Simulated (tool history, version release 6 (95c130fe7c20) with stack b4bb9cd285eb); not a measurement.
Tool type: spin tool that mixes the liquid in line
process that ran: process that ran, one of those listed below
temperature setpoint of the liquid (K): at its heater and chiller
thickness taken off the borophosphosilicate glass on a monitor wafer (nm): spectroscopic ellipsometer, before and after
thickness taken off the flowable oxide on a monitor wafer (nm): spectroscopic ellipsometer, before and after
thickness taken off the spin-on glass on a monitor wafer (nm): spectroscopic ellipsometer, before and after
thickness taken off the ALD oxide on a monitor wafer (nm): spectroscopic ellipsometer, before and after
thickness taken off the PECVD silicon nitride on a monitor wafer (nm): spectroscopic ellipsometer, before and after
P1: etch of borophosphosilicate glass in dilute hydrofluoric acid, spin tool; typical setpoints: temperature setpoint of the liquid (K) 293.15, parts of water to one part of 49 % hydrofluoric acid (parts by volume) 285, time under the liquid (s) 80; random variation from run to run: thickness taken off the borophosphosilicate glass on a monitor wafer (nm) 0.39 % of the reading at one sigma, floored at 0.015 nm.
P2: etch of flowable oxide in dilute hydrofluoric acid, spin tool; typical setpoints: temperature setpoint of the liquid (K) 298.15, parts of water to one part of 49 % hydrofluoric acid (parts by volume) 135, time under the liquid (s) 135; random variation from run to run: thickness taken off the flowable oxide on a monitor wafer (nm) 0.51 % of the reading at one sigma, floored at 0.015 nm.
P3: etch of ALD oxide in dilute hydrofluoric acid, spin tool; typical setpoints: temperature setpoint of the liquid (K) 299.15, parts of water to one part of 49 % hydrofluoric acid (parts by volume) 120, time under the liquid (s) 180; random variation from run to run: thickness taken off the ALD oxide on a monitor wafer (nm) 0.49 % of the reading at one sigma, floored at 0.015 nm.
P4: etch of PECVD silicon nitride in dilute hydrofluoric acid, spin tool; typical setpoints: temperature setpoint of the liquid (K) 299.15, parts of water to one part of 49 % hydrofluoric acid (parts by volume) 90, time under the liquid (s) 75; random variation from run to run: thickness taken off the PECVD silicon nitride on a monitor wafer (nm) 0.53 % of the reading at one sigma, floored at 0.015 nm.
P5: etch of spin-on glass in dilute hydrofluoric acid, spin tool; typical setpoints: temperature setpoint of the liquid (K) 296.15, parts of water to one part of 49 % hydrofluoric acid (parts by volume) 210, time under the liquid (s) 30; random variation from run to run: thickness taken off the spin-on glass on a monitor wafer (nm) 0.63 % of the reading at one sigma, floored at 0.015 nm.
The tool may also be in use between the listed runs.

run,hour,process that ran,temperature setpoint of the liquid (K),parts of water to one part of 49 % hydrofluoric acid (parts by volume),time under the liquid (s),hours since the thermometer was replaced,hours since the hydrofluoric acid flow meter was replaced,thickness taken off the borophosphosilicate glass on a monitor wafer (nm),thickness taken off the flowable oxide on a monitor wafer (nm),thickness taken off the spin-on glass on a monitor wafer (nm),thickness taken off the ALD oxide on a monitor wafer (nm),thickness taken off the PECVD silicon nitride on a monitor wafer (nm)
1,4.6,P1,293.15,285,80,1239.3,788.6,8.6965,,,,
2,7.8,P1,293.15,285,35,1242.5,791.8,3.814,,,,
3,12.5,P2,298.15,20,135,1247.2,796.5,,416.43,,,
4,15.8,P5,296.15,210,30,1250.5,799.8,,,3.6363,,
5,19.5,P1,293.15,285,80,1254.2,803.5,8.6903,,,,
6,22.9,P5,296.15,370,30,1257.6,806.9,,,1.8061,,
7,27.4,P3,299.15,120,180,1262.1,811.4,,,,29.238,
8,30.7,P1,293.15,100,80,1265.4,814.7,29.904,,,,
9,35.3,P1,293.15,285,80,1270,819.3,8.7145,,,,
10,38.4,P1,290.15,285,80,1273.1,822.4,7.7081,,,,
11,42.1,P1,300.15,285,80,1276.8,826.1,11.113,,,,
12,44.6,P1,293.15,285,80,1279.3,828.6,8.6114,,,,
13,47.2,P1,293.15,140,15,1281.9,831.2,3.7892,,,,
14,51.1,P2,298.15,135,270,1285.8,835.1,,106.66,,,
15,53.9,P1,293.15,145,115,1288.6,837.9,28.037,,,,
16,56.5,P4,299.15,135,75,1291.2,840.5,,,,,3.5518
17,58.9,P4,299.15,90,145,1293.6,842.9,,,,,10.212
18,61.3,P4,299.15,90,75,1296,845.3,,,,,5.3382
19,64,P3,299.15,190,180,1298.7,848,,,,16.975,
20,68.1,P3,293.65,120,180,1302.8,852.1,,,,23.695,
21,72.2,P1,293.15,435,80,1306.9,856.2,5.0168,,,,
22,76.2,P1,293.15,285,80,1310.9,860.2,8.6624,,,,
23,80.9,P5,296.15,210,15,1315.6,864.9,,,1.8084,,
24,85.1,P4,306.15,90,75,1319.8,869.1,,,,,8.1734
25,87.7,P2,298.15,135,135,1322.4,871.7,,53.193,,,
26,90.8,P5,302.15,210,30,1325.5,874.8,,,4.5205,,
27,95.1,P2,298.15,135,135,1329.8,879.1,,52.719,,,
28,99.6,P3,299.15,120,55,1334.3,883.6,,,,9.0123,
29,102.1,P2,290.65,135,135,1336.8,886.1,,39.582,,,
30,104.4,P1,293.15,285,140,1339.1,888.4,15.108,,,,
31,109.2,P1,293.15,285,80,1343.9,893.2,8.6942,,,,
32,111.6,P1,293.15,285,80,1346.3,895.6,8.4289,,,,
33,114.4,P1,293.15,285,80,1349.1,898.4,8.3097,,,,
34,118.8,P1,293.15,285,80,1353.5,902.8,8.2211,,,,
35,121.8,P1,293.15,285,80,1356.5,905.8,8.1512,,,,
36,124.8,P1,293.15,285,80,1359.5,908.8,8.1306,,,,
37,128,P1,293.15,285,80,1362.7,912,8.2113,,,,

Something has made what P1 gives creep away from where it was; the 2 causes below, each at its own stated size, fit the log equally well:
A: liquid colder than its thermometer reads (K) = 1.77
B: hydrofluoric acid flow below the setpoint (%) = 5.07
The process output started creeping at around hour 109.2.

Listed below are the offered check runs, one wafer per run, with question marks in place of results. For which of them would the causes give clearly different outcomes?
check 1,131.2,P2,298.15,135,135,,,,?,,,
check 2,131.2,P4,299.15,90,75,,,,,,,?
check 3,131.2,P3,299.15,120,180,,,,,,?,
check 4,131.2,P5,296.15,210,30,,,,,?,,

What each check would give under each cause:
check,result,if A,if B
check 1,thickness taken off the flowable oxide on a monitor wafer (nm),49.418,49.801
check 2,thickness taken off the PECVD silicon nitride on a monitor wafer (nm),4.712,5.0258
check 3,thickness taken off the ALD oxide on a monitor wafer (nm),27.397,27.628
check 4,thickness taken off the spin-on glass on a monitor wafer (nm),3.4199,3.4292
Separation of the two closest causes in each check, using whichever result separates them best: check 1 0.77 %; check 2 6.45 %; check 3 0.84 %; check 4 0.27 %
Check 2 distinguishes between the causes, while the remaining checks would return nearly the same result for all of them.

The results of check 2 are: thickness taken off the PECVD silicon nitride on a monitor wafer (nm) 4.9965. Based on these, which of the listed causes is it?

B is the cause: hydrofluoric acid flow below the setpoint (%).
